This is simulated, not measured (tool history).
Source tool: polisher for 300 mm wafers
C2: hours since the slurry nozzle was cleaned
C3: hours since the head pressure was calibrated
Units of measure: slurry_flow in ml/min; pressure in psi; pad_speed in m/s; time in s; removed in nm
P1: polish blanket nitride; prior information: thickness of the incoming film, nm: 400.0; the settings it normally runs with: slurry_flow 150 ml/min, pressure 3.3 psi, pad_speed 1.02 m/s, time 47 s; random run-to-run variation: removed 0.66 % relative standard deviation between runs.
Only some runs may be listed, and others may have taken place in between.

Run 1, hour 7.7: slurry_flow 150 ml/min, pressure 3.3 psi, pad_speed 1.02 m/s, time 47 s; wafers polished on this pad 379; C2 153.4; C3 300.7. Result: removed 84.802 nm.
Run 2, hour 19.9: slurry_flow 150 ml/min, pressure 3.3 psi, pad_speed 1.02 m/s, time 47 s; wafers polished on this pad 523; C2 165.6; C3 312.9. Result: removed 85.349 nm.
Run 3, hour 30.0: slurry_flow 225 ml/min, pressure 3.3 psi, pad_speed 1.02 m/s, time 47 s; wafers polished on this pad 641; C2 175.7; C3 323.0. Result: removed 90.298 nm.
Run 4, hour 41.8: slurry_flow 115 ml/min, pressure 3.3 psi, pad_speed 1.02 m/s, time 33 s; wafers polished on this pad 779; C2 187.5; C3 334.8. Result: removed 56.707 nm.
Run 5, hour 52.4: slurry_flow 150 ml/min, pressure 1.9 psi, pad_speed 1.02 m/s, time 47 s; wafers polished on this pad 904; C2 198.1; C3 345.4. Result: removed 49.155 nm.
Run 6, hour 60.0: slurry_flow 150 ml/min, pressure 3.3 psi, pad_speed 1.02 m/s, time 47 s; wafers polished on this pad 993; C2 205.7; C3 353.0. Result: removed 84.205 nm.
Run 7, hour 73.7: slurry_flow 90 ml/min, pressure 3.3 psi, pad_speed 1.02 m/s, time 47 s; wafers polished on this pad 1154; C2 219.4; C3 366.7. Result: removed 75.683 nm.
Run 8, hour 84.7: slurry_flow 150 ml/min, pressure 3.3 psi, pad_speed 1.02 m/s, time 47 s; wafers polished on this pad 1283; C2 230.4; C3 377.7. Result: removed 85.129 nm.
Run 9, hour 93.2: slurry_flow 150 ml/min, pressure 1.5 psi, pad_speed 1.02 m/s, time 64 s; wafers polished on this pad 1383; C2 238.9; C3 386.2. Result: removed 53.206 nm.
Run 10, hour 103.7: slurry_flow 150 ml/min, pressure 3.3 psi, pad_speed 0.46 m/s, time 47 s; wafers polished on this pad 1506; C2 249.4; C3 396.7. Result: removed 44.609 nm.
Run 11, hour 119.5: slurry_flow 150 ml/min, pressure 3.3 psi, pad_speed 1.02 m/s, time 24 s; wafers polished on this pad 1691; C2 265.2; C3 412.5. Result: removed 43.624 nm.
At hour 126.7: slurry nozzle cleaned.
Run 12, hour 126.9: slurry_flow 150 ml/min, pressure 3.3 psi, pad_speed 1.02 m/s, time 47 s; wafers polished on this pad 1778; C2 0.2; C3 419.9. Result: removed 85.043 nm.
Run 13, hour 137.3: slurry_flow 150 ml/min, pressure 2.1 psi, pad_speed 1.02 m/s, time 70 s; wafers polished on this pad 1900; C2 10.6; C3 430.3. Result: removed 80.905 nm.
Run 14, hour 148.0: slurry_flow 150 ml/min, pressure 3.3 psi, pad_speed 1.02 m/s, time 47 s; wafers polished on this pad 2026; C2 21.3; C3 441.0. Result: removed 83.652 nm.
Run 15, hour 159.3: slurry_flow 150 ml/min, pressure 3.3 psi, pad_speed 1.56 m/s, time 47 s; wafers polished on this pad 2158; C2 32.6; C3 452.3. Result: removed 118.460 nm.
Run 16, hour 172.8: slurry_flow 150 ml/min, pressure 3.3 psi, pad_speed 1.02 m/s, time 72 s; wafers polished on this pad 2317; C2 46.1; C3 465.8. Result: removed 129.880 nm.
Run 17, hour 182.4: slurry_flow 150 ml/min, pressure 3.3 psi, pad_speed 1.02 m/s, time 47 s; wafers polished on this pad 2429; C2 55.7; C3 475.4. Result: removed 85.248 nm.
Run 18, hour 196.4: slurry_flow 150 ml/min, pressure 5.2 psi, pad_speed 1.02 m/s, time 47 s; wafers polished on this pad 2593; C2 69.7; C3 489.4. Result: removed 133.090 nm.
Run 19, hour 208.4: slurry_flow 150 ml/min, pressure 3.3 psi, pad_speed 1.02 m/s, time 47 s; wafers polished on this pad 2734; C2 81.7; C3 501.4. Result: removed 85.360 nm.
Run 20, hour 222.4: slurry_flow 150 ml/min, pressure 3.3 psi, pad_speed 1.02 m/s, time 47 s; wafers polished on this pad 2899; C2 95.7; C3 515.4. Result: removed 81.783 nm.
Run 21, hour 231.9: slurry_flow 150 ml/min, pressure 3.3 psi, pad_speed 1.02 m/s, time 47 s; wafers polished on this pad 3010; C2 105.2; C3 524.9. Result: removed 80.712 nm.
Run 22, hour 243.1: slurry_flow 150 ml/min, pressure 3.3 psi, pad_speed 1.02 m/s, time 47 s; wafers polished on this pad 3141; C2 116.4; C3 536.1. Result: removed 80.650 nm.
Run 23, hour 255.4: slurry_flow 150 ml/min, pressure 3.3 psi, pad_speed 1.02 m/s, time 47 s; wafers polished on this pad 3286; C2 128.7; C3 548.4. Result: removed 78.176 nm.
Run 24, hour 263.8: slurry_flow 150 ml/min, pressure 3.3 psi, pad_speed 1.02 m/s, time 47 s; wafers polished on this pad 3384; C2 137.1; C3 556.8. Result: removed 78.411 nm.
At hour 274.5: head pressure recalibrated.
Run 25, hour 278.9: slurry_flow 150 ml/min, pressure 3.3 psi, pad_speed 1.02 m/s, time 47 s; wafers polished on this pad 3561; C2 152.2; C3 4.5. Result: removed 78.313 nm.
Run 26, hour 293.4: slurry_flow 150 ml/min, pressure 3.3 psi, pad_speed 1.02 m/s, time 47 s; wafers polished on this pad 3732; C2 166.7; C3 19.0. Result: removed 77.573 nm.
Run 27, hour 303.8: slurry_flow 150 ml/min, pressure 3.3 psi, pad_speed 1.02 m/s, time 47 s; wafers polished on this pad 3854; C2 177.1; C3 29.4. Result: removed 76.945 nm.
Run 28, hour 318.6: slurry_flow 150 ml/min, pressure 3.3 psi, pad_speed 1.02 m/s, time 47 s; wafers polished on this pad 4027; C2 191.9; C3 44.2. Result: removed 77.234 nm.
Run 29, hour 334.7: slurry_flow 150 ml/min, pressure 3.3 psi, pad_speed 1.02 m/s, time 47 s; wafers polished on this pad 4216; C2 208.0; C3 60.3. Result: removed 77.308 nm.
Run 30, hour 342.0: slurry_flow 150 ml/min, pressure 3.3 psi, pad_speed 1.02 m/s, time 47 s; wafers polished on this pad 4302; C2 215.3; C3 67.6. Result: removed 76.517 nm.

The output of P1 has drifted from where it used to be. Each of the 2 causes below, taken at the size shown beside it, accounts for the log equally well:
A: removal rate lost through wear of the pad, % = 9.17
B: slurry flow missing at the pad, % = 36.3
The onset of the drift is placed at about hour 208.4.
Every other cause this tool's parts could produce, and why it does not fit the log:
head's pressure below its setpoint, %: maintenance at hour 274.5, after the shift began, did not return the process to its former output

Each of the check runs listed below is run on 3 wafers and reports their average, with the results left as question marks. Pick the one under which the possible causes would lead to clearly different results.
Run check 1, hour 349.3: slurry_flow 215 ml/min, pressure 3.3 psi, pad_speed 1.02 m/s, time 36 s. Result: removed ?.
Run check 2, hour 349.3: slurry_flow 150 ml/min, pressure 3.3 psi, pad_speed 0.60 m/s, time 72 s. Result: removed ?.
Run check 3, hour 349.3: slurry_flow 150 ml/min, pressure 3.3 psi, pad_speed 1.52 m/s, time 31 s. Result: removed ?.
Run check 4, hour 349.3: slurry_flow 150 ml/min, pressure 3.3 psi, pad_speed 0.48 m/s, time 47 s. Result: removed ?.

How each check would come out, cause by cause:
  check   result    if A    if B
check 1  removed  62.212  63.924
check 2  removed  77.208  77.223
check 3  removed  69.927  69.941
check 4  removed  42.160  42.168
Smallest distance between any two causes, each pair judged by its most separating result, in per cent: check 1 2.72 %; check 2 0.02 %; check 3 0.02 %; check 4 0.02 %
Only check 1 tells the causes apart: in the others they would give nearly the same result.

Here is what check 1 returned: removed 62.417 nm. Which cause is it?

It was cause A: removal rate lost through wear of the pad, %.
